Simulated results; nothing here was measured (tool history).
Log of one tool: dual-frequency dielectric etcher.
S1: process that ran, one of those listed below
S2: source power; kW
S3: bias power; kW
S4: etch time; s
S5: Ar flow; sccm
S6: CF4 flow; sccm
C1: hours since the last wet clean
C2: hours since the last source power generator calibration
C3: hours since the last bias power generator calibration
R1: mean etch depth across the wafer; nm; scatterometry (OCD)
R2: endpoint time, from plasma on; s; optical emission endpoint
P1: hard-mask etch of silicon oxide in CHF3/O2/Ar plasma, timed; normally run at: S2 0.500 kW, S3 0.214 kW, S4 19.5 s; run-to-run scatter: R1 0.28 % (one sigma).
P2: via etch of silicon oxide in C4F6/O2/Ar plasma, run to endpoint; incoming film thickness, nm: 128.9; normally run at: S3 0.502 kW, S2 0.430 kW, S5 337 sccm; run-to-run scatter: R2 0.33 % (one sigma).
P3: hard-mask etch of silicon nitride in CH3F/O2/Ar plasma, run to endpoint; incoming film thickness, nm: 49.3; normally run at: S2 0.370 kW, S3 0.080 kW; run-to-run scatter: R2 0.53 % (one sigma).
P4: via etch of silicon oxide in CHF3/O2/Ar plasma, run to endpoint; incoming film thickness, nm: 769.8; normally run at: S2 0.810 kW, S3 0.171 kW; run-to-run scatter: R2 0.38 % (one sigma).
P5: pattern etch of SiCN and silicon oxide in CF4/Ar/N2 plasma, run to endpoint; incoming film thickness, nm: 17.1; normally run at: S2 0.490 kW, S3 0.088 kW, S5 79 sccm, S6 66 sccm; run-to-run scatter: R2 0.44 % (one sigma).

Run 1, hour 4.0: S1 P1, S2 0.500 kW, S3 0.214 kW, S4 19.5 s; C1 79.8; C2 927.6; C3 1641.2. Result: R1 38.166 nm.
Run 2, hour 8.4: S1 P1, S2 0.600 kW, S3 0.214 kW, S4 19.5 s; C1 84.2; C2 932.0; C3 1645.6. Result: R1 40.654 nm.
Run 3, hour 14.7: S1 P1, S2 0.500 kW, S3 0.300 kW, S4 19.5 s; C1 90.5; C2 938.3; C3 1651.9. Result: R1 43.057 nm.
Run 4, hour 20.9: S1 P1, S2 0.500 kW, S3 0.257 kW, S4 10.5 s; C1 96.7; C2 944.5; C3 1658.1. Result: R1 21.858 nm.
Run 5, hour 26.0: S1 P4, S2 0.810 kW, S3 0.171 kW; C1 101.8; C2 949.6; C3 1663.2. Result: R2 354.460 s.
Run 6, hour 30.3: S1 P1, S2 0.500 kW, S3 0.214 kW, S4 19.5 s; C1 106.1; C2 953.9; C3 1667.5. Result: R1 38.099 nm.
Run 7, hour 33.8: S1 P4, S2 0.810 kW, S3 0.125 kW; C1 109.6; C2 957.4; C3 1671.0. Result: R2 391.940 s.
Run 8, hour 39.9: S1 P5, S2 0.490 kW, S3 0.105 kW, S5 79 sccm, S6 66 sccm; C1 115.7; C2 963.5; C3 1677.1. Result: R2 15.766 s.
Run 9, hour 45.6: S1 P4, S2 0.500 kW, S3 0.171 kW; C1 121.4; C2 969.2; C3 1682.8. Result: R2 428.280 s.
Run 10, hour 51.6: S1 P1, S2 0.390 kW, S3 0.214 kW, S4 11.0 s; C1 127.4; C2 975.2; C3 1688.8. Result: R1 19.515 nm.
Run 11, hour 56.5: S1 P2, S2 0.430 kW, S3 0.502 kW, S5 472 sccm; C1 132.3; C2 980.1; C3 1693.7. Result: R2 28.941 s.
Run 12, hour 60.7: S1 P1, S2 0.500 kW, S3 0.214 kW, S4 19.5 s; C1 136.5; C2 984.3; C3 1697.9. Result: R1 38.016 nm.
Run 13, hour 66.4: S1 P5, S2 0.490 kW, S3 0.088 kW, S5 79 sccm, S6 66 sccm; C1 142.2; C2 990.0; C3 1703.6. Result: R2 16.799 s.
Run 14, hour 71.6: S1 P2, S2 0.430 kW, S3 0.678 kW, S5 337 sccm; C1 147.4; C2 995.2; C3 1708.8. Result: R2 24.745 s.
Run 15, hour 75.5: S1 P1, S2 0.500 kW, S3 0.214 kW, S4 13.5 s; C1 151.3; C2 999.1; C3 1712.7. Result: R1 26.382 nm.
Run 16, hour 81.5: S1 P3, S2 0.370 kW, S3 0.080 kW; C1 157.3; C2 1005.1; C3 1718.7. Result: R2 70.726 s.
Run 17, hour 85.2: S1 P3, S2 0.370 kW, S3 0.049 kW; C1 161.0; C2 1008.8; C3 1722.4. Result: R2 82.820 s.
Run 18, hour 90.9: S1 P2, S2 0.270 kW, S3 0.502 kW, S5 337 sccm; C1 166.7; C2 1014.5; C3 1728.1. Result: R2 33.124 s.
Run 19, hour 94.6: S1 P1, S2 0.500 kW, S3 0.214 kW, S4 26.0 s; C1 170.4; C2 1018.2; C3 1731.8. Result: R1 50.921 nm.
Run 20, hour 101.2: S1 P1, S2 0.500 kW, S3 0.214 kW, S4 19.5 s; C1 177.0; C2 1024.8; C3 1738.4. Result: R1 37.989 nm.
Run 21, hour 107.0: S1 P5, S2 0.490 kW, S3 0.088 kW, S5 107 sccm, S6 66 sccm; C1 182.8; C2 1030.6; C3 1744.2. Result: R2 17.416 s.
Run 22, hour 110.6: S1 P2, S2 0.430 kW, S3 0.502 kW, S5 337 sccm; C1 186.4; C2 1034.2; C3 1747.8. Result: R2 27.667 s.
Run 23, hour 116.5: S1 P1, S2 0.500 kW, S3 0.165 kW, S4 19.5 s; C1 192.3; C2 1040.1; C3 1753.7. Result: R1 34.854 nm.
Run 24, hour 121.7: S1 P1, S2 0.350 kW, S3 0.214 kW, S4 19.5 s; C1 197.5; C2 1045.3; C3 1758.9. Result: R1 33.290 nm.
Run 25, hour 126.5: S1 P5, S2 0.340 kW, S3 0.088 kW, S5 79 sccm, S6 66 sccm; C1 202.3; C2 1050.1; C3 1763.7. Result: R2 23.247 s.
At hour 128.1: wet clean of the chamber.
Run 26, hour 130.1: S1 P5, S2 0.490 kW, S3 0.088 kW, S5 79 sccm, S6 86 sccm; C1 2.0; C2 1053.7; C3 1767.3. Result: R2 16.265 s.
Run 27, hour 135.0: S1 P4, S2 0.810 kW, S3 0.171 kW; C1 6.9; C2 1058.6; C3 1772.2. Result: R2 356.240 s.
Run 28, hour 141.6: S1 P3, S2 0.280 kW, S3 0.080 kW; C1 13.5; C2 1065.2; C3 1778.8. Result: R2 77.808 s.
Run 29, hour 148.0: S1 P1, S2 0.500 kW, S3 0.214 kW, S4 19.5 s; C1 19.9; C2 1071.6; C3 1785.2. Result: R1 38.381 nm.
Run 30, hour 153.1: S1 P1, S2 0.500 kW, S3 0.214 kW, S4 19.5 s; C1 25.0; C2 1076.7; C3 1790.3. Result: R1 38.062 nm.
Run 31, hour 157.8: S1 P1, S2 0.500 kW, S3 0.214 kW, S4 19.5 s; C1 29.7; C2 1081.4; C3 1795.0. Result: R1 37.856 nm.
Run 32, hour 161.4: S1 P1, S2 0.500 kW, S3 0.214 kW, S4 19.5 s; C1 33.3; C2 1085.0; C3 1798.6. Result: R1 37.844 nm.
Run 33, hour 164.9: S1 P1, S2 0.500 kW, S3 0.214 kW, S4 19.5 s; C1 36.8; C2 1088.5; C3 1802.1. Result: R1 37.656 nm.
At hour 168.3: wet clean of the chamber.
Run 34, hour 168.5: S1 P1, S2 0.500 kW, S3 0.214 kW, S4 19.5 s; C1 0.3; C2 1092.1; C3 1805.7. Result: R1 37.712 nm.
Run 35, hour 172.9: S1 P1, S2 0.500 kW, S3 0.214 kW, S4 19.5 s; C1 4.7; C2 1096.5; C3 1810.1. Result: R1 37.501 nm.
Run 36, hour 179.5: S1 P1, S2 0.500 kW, S3 0.214 kW, S4 19.5 s; C1 11.3; C2 1103.1; C3 1816.7. Result: R1 37.337 nm.
Run 37, hour 185.6: S1 P1, S2 0.500 kW, S3 0.214 kW, S4 19.5 s; C1 17.4; C2 1109.2; C3 1822.8. Result: R1 37.525 nm.
Run 38, hour 188.8: S1 P1, S2 0.500 kW, S3 0.214 kW, S4 19.5 s; C1 20.6; C2 1112.4; C3 1826.0. Result: R1 37.392 nm.
Run 39, hour 194.4: S1 P1, S2 0.500 kW, S3 0.214 kW, S4 19.5 s; C1 26.2; C2 1118.0; C3 1831.6. Result: R1 37.695 nm.

What P1 gives has crept away from where it was. These 2 causes fit the log equally well, each at the size given:
A: bias power that arrives under what is set, % = 4.49
B: source power that arrives under what is set, % = 4.17
The creep began at about hour 153.1.
Why every other cause is out:
chamber walls in a state that lowers the etch rate, %: serviced at hour 168.3, which brought nothing back

4 check runs are offered, each on 3 wafers whose results are averaged, their results left as question marks. Which one tells the causes apart?
Run check 1, hour 200.0: S1 P5, S2 0.490 kW, S3 0.088 kW, S5 103 sccm, S6 78 sccm. Result: R2 ?.
Run check 2, hour 200.0: S1 P2, S2 0.430 kW, S3 0.673 kW, S5 441 sccm. Result: R2 ?.
Run check 3, hour 200.0: S1 P4, S2 0.810 kW, S3 0.141 kW. Result: R2 ?.
Run check 4, hour 200.0: S1 P3, S2 0.370 kW, S3 0.049 kW. Result: R2 ?.

What each check would give under each cause:
  check  result     if A     if B
check 1      R2   17.291   17.670
check 2      R2   26.008   25.949
check 3      R2  384.470  385.400
check 4      R2   83.530   83.718
How far apart the two closest causes lie, in the result that separates them most: check 1 2.17 %; check 2 0.22 %; check 3 0.24 %; check 4 0.22 %
Only check 1 tells the causes apart: in the others they would give nearly the same result.

Then check 1 was run and gave: R2 17.295 s. Which cause is it?

It is A: bias power that arrives under what is set, %.

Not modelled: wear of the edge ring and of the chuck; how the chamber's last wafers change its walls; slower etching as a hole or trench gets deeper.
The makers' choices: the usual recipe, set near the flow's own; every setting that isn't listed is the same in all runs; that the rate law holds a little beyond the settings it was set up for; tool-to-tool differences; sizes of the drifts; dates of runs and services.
